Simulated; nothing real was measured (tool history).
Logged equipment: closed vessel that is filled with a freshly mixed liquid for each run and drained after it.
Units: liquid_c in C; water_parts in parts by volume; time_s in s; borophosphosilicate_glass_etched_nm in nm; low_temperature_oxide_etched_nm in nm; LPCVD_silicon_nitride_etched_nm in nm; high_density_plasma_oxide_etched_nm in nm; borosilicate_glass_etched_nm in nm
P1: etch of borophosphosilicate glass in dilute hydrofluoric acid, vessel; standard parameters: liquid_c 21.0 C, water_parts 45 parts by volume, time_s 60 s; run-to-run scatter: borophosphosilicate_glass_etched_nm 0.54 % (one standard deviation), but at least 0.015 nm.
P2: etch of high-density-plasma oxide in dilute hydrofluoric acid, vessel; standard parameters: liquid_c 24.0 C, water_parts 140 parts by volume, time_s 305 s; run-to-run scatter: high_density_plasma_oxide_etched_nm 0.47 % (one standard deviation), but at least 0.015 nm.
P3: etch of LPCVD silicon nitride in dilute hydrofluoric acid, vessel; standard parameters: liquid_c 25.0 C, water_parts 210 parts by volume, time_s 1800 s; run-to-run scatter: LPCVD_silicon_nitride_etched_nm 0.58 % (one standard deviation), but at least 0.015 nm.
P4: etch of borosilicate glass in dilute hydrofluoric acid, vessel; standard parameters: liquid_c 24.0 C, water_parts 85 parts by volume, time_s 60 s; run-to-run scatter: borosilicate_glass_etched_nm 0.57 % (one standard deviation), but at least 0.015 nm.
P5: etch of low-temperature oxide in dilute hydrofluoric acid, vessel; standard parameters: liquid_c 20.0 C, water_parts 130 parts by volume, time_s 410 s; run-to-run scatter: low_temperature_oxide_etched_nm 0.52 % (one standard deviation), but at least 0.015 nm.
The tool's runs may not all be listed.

run   hour  process  liquid_c  water_parts  time_s  hours since the thermometer was replaced  hours since the hydrofluoric acid flow meter was replaced  borophosphosilicate_glass_etched_nm  low_temperature_oxide_etched_nm  LPCVD_silicon_nitride_etched_nm  high_density_plasma_oxide_etched_nm  borosilicate_glass_etched_nm
  1    8.3       P1      21.0           45      60                                     775.7                                                     1257.8                               51.998
  2   19.1       P1      21.0           45     110                                     786.5                                                     1268.6                               95.450
  3   28.3       P1      17.0           45      60                                     795.7                                                     1277.8                               43.656
  4   34.4       P5      20.0           25     410                                     801.8                                                     1283.9                                                               324.490
  5   41.5       P1      21.0           45      60                                     808.9                                                     1291.0                               51.917
  6   52.0       P5      20.0          130     205                                     819.4                                                     1301.5                                                                27.852
  7   63.0       P1      21.0           75      60                                     830.4                                                     1312.5                               30.174
  8   69.3       P1      21.0           45      35                                     836.7                                                     1318.8                               30.277
  9   76.2       P1      25.5           45      60                                     843.6                                                     1325.7                               62.799
 10   82.5       P3      25.0          210     820                                     849.9                                                     1332.0                                                                                                 2.0521
 11   92.6       P2      17.0          140     305                                     860.0                                                     1342.1                                                                                                                                      14.676
 12  100.9       P5      28.0          130     410                                     868.3                                                     1350.4                                                                75.805
 13  114.1       P4      24.0           85      60                                     881.5                                                     1363.6                                                                                                                                                                    38.467
 14  120.5       P1      21.0           20      60                                     887.9                                                     1370.0                              120.520
 15  129.7       P3      25.0          210    1800                                     897.1                                                     1379.2                                                                                                 4.4899
 16  135.9       P3      32.5          210    1800                                     903.3                                                     1385.4                                                                                                 7.1618
 17  142.6       P3      25.0          335    1800                                     910.0                                                     1392.1                                                                                                 2.8011
 18  150.0       P1      21.0           45      60                                     917.4                                                     1399.5                               52.083
 19  157.1       P2      24.0          140     505                                     924.5                                                     1406.6                                                                                                                                      32.082
 20  167.8       P5      20.0          130     410                                     935.2                                                     1417.3                                                                55.753
 21  177.5       P1      21.0           30      30                                     944.9                                                     1427.0                               39.686
 22  187.4       P2      24.0           30     305                                     954.8                                                     1436.9                                                                                                                                     103.910
 23  193.8       P4      17.5           85      60                                     961.2                                                     1443.3                                                                                                                                                                    29.552
 24  202.5       P4      24.0           85      60                                     969.9                                                     1452.0                                                                                                                                                                    38.612
     211.0  -- hydrofluoric acid flow meter replaced
 25  211.6       P5      20.0          130     410                                     979.0                                                        0.7                                                                55.572
 26  223.2       P4      24.0           85      30                                     990.6                                                       12.3                                                                                                                                                                    19.422
 27  236.5       P1      21.0           45      60                                    1003.9                                                       25.6                               51.571
 28  249.9       P4      24.0           35      60                                    1017.3                                                       39.0                                                                                                                                                                   100.820
 29  259.6       P2      24.0          140     305                                    1027.0                                                       48.7                                                                                                                                      19.419
 30  272.5       P1      21.0           45      60                                    1039.9                                                       61.6                               51.988
 31  279.6       P1      21.0           45      60                                    1047.0                                                       68.7                               51.655
 32  287.2       P1      21.0           45      60                                    1054.6                                                       76.3                               53.398
 33  294.6       P1      21.0           45      60                                    1062.0                                                       83.7                               53.769
 34  304.4       P1      21.0           45      60                                    1071.8                                                       93.5                               54.909
 35  316.7       P1      21.0           45      60                                    1084.1                                                      105.8                               55.647
 36  326.8       P1      21.0           45      60                                    1094.2                                                      115.9                               55.641
 37  338.1       P1      21.0           45      60                                    1105.5                                                      127.2                               55.698
 38  345.6       P1      21.0           45      60                                    1113.0                                                      134.7                               56.077
 39  351.7       P1      21.0           45      60                                    1119.1                                                      140.8                               56.286
 40  357.7       P1      21.0           45      60                                    1125.1                                                      146.8                               56.083
 41  366.1       P1      21.0           45      60                                    1133.5                                                      155.2                               56.333
 42  378.3       P1      21.0           45      60                                    1145.7                                                      167.4                               56.022

Compared with where it was, what P1 gives has crept away. Each cause listed below fits the log as well as the rest, at the size given for it:
A: hydrofluoric acid flow above the setpoint (%) = 8.45
B: liquid hotter than its thermometer reads (K) = 2.04
At approximately hour 279.6, the process output began to creep.

Of the 4 check runs below, each run on 2 wafers with the results averaged and each result still a question mark, which one would tell the listed causes apart?
check 1  390.5       P5      20.0           75     410                                                                                                                                                                          ?
check 2  390.5       P3      31.0          210     945                                                                                                                                                                                                           ?
check 3  390.5       P2      17.0           30     305                                                                                                                                                                                                                                                ?
check 4  390.5       P4      19.5           50      60                                                                                                                                                                                                                                                                              ?

Check results expected under each cause:
  check                               result     if A     if B
check 1      low_temperature_oxide_etched_nm  111.570  111.190
check 2      LPCVD_silicon_nitride_etched_nm   3.6958   3.8312
check 3  high_density_plasma_oxide_etched_nm   83.867   84.322
check 4         borosilicate_glass_etched_nm   62.241   62.268
Distance between the nearest two causes, measured in the result of the check that separates them most: check 1 0.34 %; check 2 3.6 %; check 3 0.54 %; check 4 0.04 %
The other checks would show nearly matching results whichever cause is true, so check 2 is the only one that separates the causes.

Here is what check 2 returned: LPCVD_silicon_nitride_etched_nm 3.7234 nm. Which cause is it?

Of the candidate causes, it is A: hydrofluoric acid flow above the setpoint (%).
